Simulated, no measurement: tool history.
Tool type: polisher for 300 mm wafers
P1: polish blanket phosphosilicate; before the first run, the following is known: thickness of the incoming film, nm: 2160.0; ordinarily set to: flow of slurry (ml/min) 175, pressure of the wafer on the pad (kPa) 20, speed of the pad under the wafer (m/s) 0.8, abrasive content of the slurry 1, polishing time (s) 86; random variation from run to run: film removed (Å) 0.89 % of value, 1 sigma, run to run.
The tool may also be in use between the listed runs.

run	hour	flow of slurry (ml/min)	pressure of the wafer on the pad (kPa)	speed of the pad under the wafer (m/s)	abrasive content of the slurry	polishing time (s)	wafers polished on this pad	hours since the slurry nozzle was cleaned	hours since the head pressure was calibrated	hours since the slurry blender was calibrated	hours since the conditioning disc was replaced	film removed (Å)
1	5.9	175	20	0.8	1	86	280	57.8	266.1	199.6	122.2	4738.3
2	13.5	175	13.1	0.8	1	86	358	65.4	273.7	207.2	129.8	3088.8
3	26.2	175	20	0.8	1	122	489	78.1	286.4	219.9	142.5	6633
4	33.4	175	20	0.8	1	49	563	85.3	293.6	227.1	149.7	2668.7
5	40.2	175	20	0.36	1	86	633	92.1	300.4	233.9	156.5	2489.3
6	47.4	175	20	1.02	1	111	707	99.3	307.6	241.1	163.7	7319.7
7	53	175	20	0.8	0.55	86	765	104.9	313.2	246.7	169.3	3381.8
8	64	175	20	0.8	1	86	878	115.9	324.2	257.7	180.3	4641.3
9	75.5	105	20	0.48	1	86	996	127.4	335.7	269.2	191.8	2817.6
10	86.4	175	20	0.8	1.35	86	1108	138.3	346.6	280.1	202.7	5404.6
11	98.7	175	20	0.8	1	86	1235	150.6	358.9	292.4	215	4683.8
12	109.6	105	20	0.8	1	86	1347	161.5	369.8	303.3	225.9	4269.7
13	115.2	175	20	1.16	1	86	1404	167.1	375.4	308.9	231.5	6164.4
14	124.5	255	20	0.8	1	86	1500	176.4	384.7	318.2	240.8	4841.8
# hour 128.6: conditioning disc replaced and pad reconditioned
15	134.5	175	27.6	0.8	1	86	1603	186.4	394.7	328.2	5.9	6440.4
16	142	175	20	0.8	1	86	1680	193.9	402.2	335.7	13.4	4767.9
17	151.8	175	20	0.8	1	86	1781	203.7	412	345.5	23.2	4698.4
18	164.3	175	20	0.8	1	86	1909	216.2	424.5	358	35.7	4694.5

What does the tool deliver on the next run?
19	169.9	175	20	0.8	1	86	1967	221.8	430.1	363.6	41.3	?

Run 19 yielded film removed (Å) 4616.4.
